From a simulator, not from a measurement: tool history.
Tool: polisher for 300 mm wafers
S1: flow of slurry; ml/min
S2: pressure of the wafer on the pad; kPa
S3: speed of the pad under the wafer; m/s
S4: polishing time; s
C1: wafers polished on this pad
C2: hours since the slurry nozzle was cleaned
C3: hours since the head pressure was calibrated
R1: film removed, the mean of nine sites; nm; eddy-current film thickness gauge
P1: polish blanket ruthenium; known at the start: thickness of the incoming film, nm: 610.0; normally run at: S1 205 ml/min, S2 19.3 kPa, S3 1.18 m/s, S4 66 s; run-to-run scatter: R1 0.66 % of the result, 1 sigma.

{"run": 1, "hour": 3.4, "S1": 205, "S2": 19.3, "S3": 1.18, "S4": 66, "C1": 292, "C2": 353.0, "C3": 939.8, "R1": 103.08}
{"run": 2, "hour": 7.3, "S1": 315, "S2": 28.3, "S3": 1.18, "S4": 66, "C1": 337, "C2": 356.9, "C3": 943.7, "R1": 157.52}
{"run": 3, "hour": 14.4, "S1": 205, "S2": 19.3, "S3": 1.18, "S4": 66, "C1": 419, "C2": 364.0, "C3": 950.8, "R1": 103.32}
{"run": 4, "hour": 21.4, "S1": 205, "S2": 19.3, "S3": 0.78, "S4": 66, "C1": 499, "C2": 371.0, "C3": 957.8, "R1": 68.27}
{"run": 5, "hour": 25.4, "S1": 300, "S2": 19.3, "S3": 1.18, "S4": 66, "C1": 545, "C2": 375.0, "C3": 961.8, "R1": 107.63}
{"run": 6, "hour": 31.5, "S1": 205, "S2": 28.3, "S3": 1.18, "S4": 66, "C1": 615, "C2": 381.1, "C3": 967.9, "R1": 151.21}
{"run": 7, "hour": 36.3, "S1": 205, "S2": 11.0, "S3": 1.18, "S4": 66, "C1": 670, "C2": 385.9, "C3": 972.7, "R1": 58.457}
{"run": 8, "hour": 39.7, "S1": 125, "S2": 19.3, "S3": 1.18, "S4": 66, "C1": 709, "C2": 389.3, "C3": 976.1, "R1": 95.182}
{"run": 9, "hour": 45.7, "S1": 205, "S2": 19.3, "S3": 1.18, "S4": 66, "C1": 778, "C2": 395.3, "C3": 982.1, "R1": 102.74}
{"run": 10, "hour": 49.8, "S1": 205, "S2": 19.3, "S3": 1.18, "S4": 31, "C1": 826, "C2": 399.4, "C3": 986.2, "R1": 48.102}
{"run": 11, "hour": 55.8, "S1": 205, "S2": 19.3, "S3": 1.18, "S4": 96, "C1": 894, "C2": 405.4, "C3": 992.2, "R1": 151.05}
{"run": 12, "hour": 60.5, "S1": 205, "S2": 19.3, "S3": 1.18, "S4": 66, "C1": 949, "C2": 410.1, "C3": 996.9, "R1": 102.28}
{"run": 13, "hour": 66.9, "S1": 205, "S2": 19.3, "S3": 1.82, "S4": 66, "C1": 1022, "C2": 416.5, "C3": 1003.3, "R1": 159.25}
{"run": 14, "hour": 73.0, "S1": 205, "S2": 19.3, "S3": 1.18, "S4": 66, "C1": 1092, "C2": 422.6, "C3": 1009.4, "R1": 103.32}
{"run": 15, "hour": 78.2, "S1": 205, "S2": 19.3, "S3": 1.18, "S4": 66, "C1": 1152, "C2": 427.8, "C3": 1014.6, "R1": 101.08}
{"run": 16, "hour": 83.4, "S1": 205, "S2": 19.3, "S3": 1.18, "S4": 66, "C1": 1212, "C2": 433.0, "C3": 1019.8, "R1": 100.76}

Run 17 comes next. What will it give?
{"run": 17, "hour": 86.7, "S1": 205, "S2": 19.3, "S3": 1.18, "S4": 66, "C1": 1250, "C2": 436.3, "C3": 1023.1, "R1": "?"}

Run 17 gave R1 98.815 nm.

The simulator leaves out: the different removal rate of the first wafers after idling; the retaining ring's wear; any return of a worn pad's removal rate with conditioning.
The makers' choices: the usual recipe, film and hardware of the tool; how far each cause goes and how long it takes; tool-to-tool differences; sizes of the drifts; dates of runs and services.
